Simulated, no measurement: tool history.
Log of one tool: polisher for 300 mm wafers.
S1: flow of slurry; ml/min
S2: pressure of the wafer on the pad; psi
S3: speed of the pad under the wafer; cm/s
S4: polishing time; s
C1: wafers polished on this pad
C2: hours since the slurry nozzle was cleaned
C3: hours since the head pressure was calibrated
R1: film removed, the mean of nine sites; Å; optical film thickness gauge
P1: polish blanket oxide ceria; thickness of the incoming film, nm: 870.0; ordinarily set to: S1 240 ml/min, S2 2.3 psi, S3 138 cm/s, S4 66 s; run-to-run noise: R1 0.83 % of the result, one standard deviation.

| run | hour | S1 | S2 | S3 | S4 | C1 | C2 | C3 | R1 |
|---|---|---|---|---|---|---|---|---|---|
| 1 | 4.2 | 240 | 2.3 | 138 | 66 | 152 | 319.4 | 229.9 | 3057.8 |
|  | 7.8 | slurry nozzle cleaned |
| 2 | 9.4 | 240 | 2.3 | 138 | 66 | 199 | 1.6 | 235.1 | 3053.1 |
| 3 | 12.0 | 240 | 2.3 | 138 | 66 | 223 | 4.2 | 237.7 | 3080.5 |
| 4 | 16.3 | 145 | 2.3 | 138 | 66 | 263 | 8.5 | 242.0 | 2816.2 |
| 5 | 19.1 | 240 | 2.3 | 138 | 66 | 289 | 11.3 | 244.8 | 3103.2 |
| 6 | 23.4 | 240 | 2.3 | 64 | 66 | 328 | 15.6 | 249.1 | 1402.2 |
| 7 | 26.1 | 240 | 2.3 | 206 | 66 | 353 | 18.3 | 251.8 | 4518.5 |
| 8 | 30.1 | 145 | 1.0 | 138 | 66 | 390 | 22.3 | 255.8 | 1236.7 |
| 9 | 34.2 | 240 | 2.3 | 138 | 34 | 427 | 26.4 | 259.9 | 1573.5 |
| 10 | 39.2 | 365 | 2.3 | 180 | 66 | 473 | 31.4 | 264.9 | 4151.5 |
| 11 | 44.2 | 240 | 2.3 | 138 | 66 | 519 | 36.4 | 269.9 | 3072.6 |
| 12 | 48.8 | 240 | 3.4 | 138 | 66 | 562 | 41.0 | 274.5 | 4522.2 |
| 13 | 51.6 | 240 | 2.3 | 138 | 104 | 587 | 43.8 | 277.3 | 4787.7 |
| 14 | 54.7 | 240 | 1.3 | 138 | 66 | 616 | 46.9 | 280.4 | 1725.4 |
| 15 | 59.5 | 340 | 2.3 | 138 | 66 | 660 | 51.7 | 285.2 | 3137.4 |
| 16 | 62.6 | 240 | 2.3 | 138 | 66 | 688 | 54.8 | 288.3 | 3036.1 |
| 17 | 65.1 | 240 | 2.3 | 138 | 66 | 711 | 57.3 | 290.8 | 3035.2 |
| 18 | 69.6 | 240 | 2.3 | 138 | 66 | 753 | 61.8 | 295.3 | 3008.0 |
| 19 | 73.8 | 240 | 2.3 | 138 | 66 | 791 | 66.0 | 299.5 | 2995.7 |
| 20 | 78.9 | 240 | 2.3 | 138 | 66 | 838 | 71.1 | 304.6 | 2946.8 |
| 21 | 83.3 | 240 | 2.3 | 138 | 66 | 879 | 75.5 | 309.0 | 2960.7 |
| 22 | 87.1 | 240 | 2.3 | 138 | 66 | 914 | 79.3 | 312.8 | 2922.6 |
|  | 89.3 | head pressure recalibrated |
| 23 | 90.2 | 240 | 2.3 | 138 | 66 | 942 | 82.4 | 1.0 | 2921.8 |
| 24 | 94.8 | 240 | 2.3 | 138 | 66 | 984 | 87.0 | 5.6 | 2871.8 |
| 25 | 97.1 | 240 | 2.3 | 138 | 66 | 1006 | 89.3 | 7.9 | 2923.6 |
| 26 | 100.8 | 240 | 2.3 | 138 | 66 | 1040 | 93.0 | 11.6 | 2889.2 |
| 27 | 105.3 | 240 | 2.3 | 138 | 66 | 1081 | 97.5 | 16.1 | 2893.6 |

The output of P1 has drifted from where it used to be. Each of the 2 causes below, taken at the size shown beside it, accounts for the log equally well:
A: removal rate lost through wear of the pad, % = 5.44
B: slurry flow missing at the pad, % = 33.7
At approximately hour 65.1, the process output began to creep.
Excluded causes, each with its reason:
head's pressure below its setpoint, %: serviced after onset, at hour 89.3, with no recovery of the prior output

You are offered 4 check runs, listed below with question marks in place of their results; each one averages 5 wafers. Which run separates the listed causes by giving clearly different results for each?
| check 1 | 109.8 | 240 | 3.2 | 138 | 100 |  |  |  | ? |
| check 2 | 109.8 | 240 | 2.3 | 70 | 36 |  |  |  | ? |
| check 3 | 109.8 | 145 | 2.3 | 138 | 92 |  |  |  | ? |
| check 4 | 109.8 | 240 | 1.7 | 64 | 66 |  |  |  | ? |

Outcome of each check run for each possible cause:
| check | result | if A | if B |
|---|---|---|---|
| check 1 | R1 | 6098.20 | 6098.60 |
| check 2 | R1 | 800.39 | 800.45 |
| check 3 | R1 | 3753.20 | 3631.70 |
| check 4 | R1 | 991.62 | 991.69 |
Minimum pairwise separation of causes per check, each pair taken at its best-separating result: check 1 0.01 %; check 2 0.01 %; check 3 3.29 %; check 4 0.01 %
Check 3 distinguishes between the causes, while the remaining checks would return nearly the same result for all of them.

Here is what check 3 returned: R1 3647.60 Å. Which cause is it?

B is the cause: slurry flow missing at the pad, %.
